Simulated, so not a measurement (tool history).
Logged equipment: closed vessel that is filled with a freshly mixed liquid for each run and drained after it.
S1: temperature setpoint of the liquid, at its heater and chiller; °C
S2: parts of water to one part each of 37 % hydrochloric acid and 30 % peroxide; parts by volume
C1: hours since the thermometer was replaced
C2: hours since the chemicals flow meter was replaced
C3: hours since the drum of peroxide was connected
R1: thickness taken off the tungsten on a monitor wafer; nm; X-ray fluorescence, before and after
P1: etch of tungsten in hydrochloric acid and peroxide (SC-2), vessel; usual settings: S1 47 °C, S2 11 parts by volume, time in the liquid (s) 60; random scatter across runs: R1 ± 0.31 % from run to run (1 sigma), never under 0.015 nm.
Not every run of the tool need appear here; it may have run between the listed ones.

run 1 hour=14 | S1=47 S2=11 time_in_the_liquid_(s)=60 | C1=711.5 C2=219.7 C3=101.2 | R1=12.894
run 2 hour=27.1 | S1=54.5 S2=11 time_in_the_liquid_(s)=60 | C1=724.6 C2=232.8 C3=114.3 | R1=21.275
run 3 hour=40 | S1=47 S2=11 time_in_the_liquid_(s)=60 | C1=737.5 C2=245.7 C3=127.2 | R1=12.997
run 4 hour=51.2 | S1=47 S2=4 time_in_the_liquid_(s)=60 | C1=748.7 C2=256.9 C3=138.4 | R1=28.241
run 5 hour=66.4 | S1=47 S2=11 time_in_the_liquid_(s)=60 | C1=763.9 C2=272.1 C3=153.6 | R1=13
run 6 hour=80.8 | S1=47 S2=11 time_in_the_liquid_(s)=60 | C1=778.3 C2=286.5 C3=168 | R1=12.958
run 7 hour=93.2 | S1=35 S2=11 time_in_the_liquid_(s)=60 | C1=790.7 C2=298.9 C3=180.4 | R1=5.5475
run 8 hour=109 | S1=47 S2=11 time_in_the_liquid_(s)=115 | C1=806.5 C2=314.7 C3=196.2 | R1=24.855
run 9 hour=124.1 | S1=47 S2=11 time_in_the_liquid_(s)=30 | C1=821.6 C2=329.8 C3=211.3 | R1=6.4711
run 10 hour=139.2 | S1=47 S2=11 time_in_the_liquid_(s)=60 | C1=836.7 C2=344.9 C3=226.4 | R1=12.875
run 11 hour=150.8 | S1=35 S2=11 time_in_the_liquid_(s)=90 | C1=848.3 C2=356.5 C3=238 | R1=8.3524
-- hour=151.8 chemicals flow meter replaced
run 12 hour=159.4 | S1=47 S2=20 time_in_the_liquid_(s)=60 | C1=856.9 C2=7.6 C3=246.6 | R1=7.6644
run 13 hour=169.4 | S1=47 S2=11 time_in_the_liquid_(s)=60 | C1=866.9 C2=17.6 C3=256.6 | R1=12.95
run 14 hour=180 | S1=47 S2=11 time_in_the_liquid_(s)=60 | C1=877.5 C2=28.2 C3=267.2 | R1=12.581
run 15 hour=194.1 | S1=47 S2=11 time_in_the_liquid_(s)=60 | C1=891.6 C2=42.3 C3=281.3 | R1=12.19
run 16 hour=205.8 | S1=47 S2=11 time_in_the_liquid_(s)=60 | C1=903.3 C2=54 C3=293 | R1=12.076
run 17 hour=219.9 | S1=47 S2=11 time_in_the_liquid_(s)=60 | C1=917.4 C2=68.1 C3=307.1 | R1=11.889
-- hour=221.6 new drum of peroxide connected
run 18 hour=229.1 | S1=47 S2=11 time_in_the_liquid_(s)=60 | C1=926.6 C2=77.3 C3=7.6 | R1=11.824
run 19 hour=247.3 | S1=47 S2=11 time_in_the_liquid_(s)=60 | C1=944.8 C2=95.5 C3=25.8 | R1=11.797
run 20 hour=264.3 | S1=47 S2=11 time_in_the_liquid_(s)=60 | C1=961.8 C2=112.5 C3=42.8 | R1=11.728
run 21 hour=277.1 | S1=47 S2=11 time_in_the_liquid_(s)=60 | C1=974.6 C2=125.3 C3=55.6 | R1=11.654
run 22 hour=286.2 | S1=47 S2=11 time_in_the_liquid_(s)=60 | C1=983.7 C2=134.4 C3=64.7 | R1=11.656

What P1 gives has crept away from where it was. These 2 causes fit the log equally well, each at the size given:
A: chemicals flow below the setpoint (%) = 11.4
B: liquid colder than its thermometer reads (K) = 1.51
The gradual shift began around hour 169.4.
Other possible causes, and why each is ruled out:
peroxide weaker than its label (%): serviced at hour 221.6, which brought nothing back

4 check runs are offered, each on 2 wafers whose results are averaged, their results left as question marks. Which one tells the causes apart?
run check 1 hour=295.3 | S1=36.5 S2=15.5 time_in_the_liquid_(s)=60 | R1=?
run check 2 hour=295.3 | S1=36 S2=19 time_in_the_liquid_(s)=60 | R1=?
run check 3 hour=295.3 | S1=47 S2=4 time_in_the_liquid_(s)=60 | R1=?
run check 4 hour=295.3 | S1=47 S2=15.5 time_in_the_liquid_(s)=30 | R1=?

If the cause were each of the candidates in turn, the checks would give the following:
check=check_1 result=R1 if_A=4.1312 if_B=4.1217
check=check_2 result=R1 if_A=3.3123 if_B=3.3109
check=check_3 result=R1 if_A=25.843 if_B=25.313
check=check_4 result=R1 if_A=4.3184 if_B=4.3393
Distance between the nearest two causes, measured in the result of the check that separates them most: check 1 0.23 %; check 2 0.04 %; check 3 2.07 %; check 4 0.48 %
The causes can be told apart only by check 3. The other checks would give nearly the same results under each of them.

Check 3 was carried out, with these results: R1 25.748 nm. Which of the listed causes is responsible?

The correct cause is A, namely: chemicals flow below the setpoint (%).
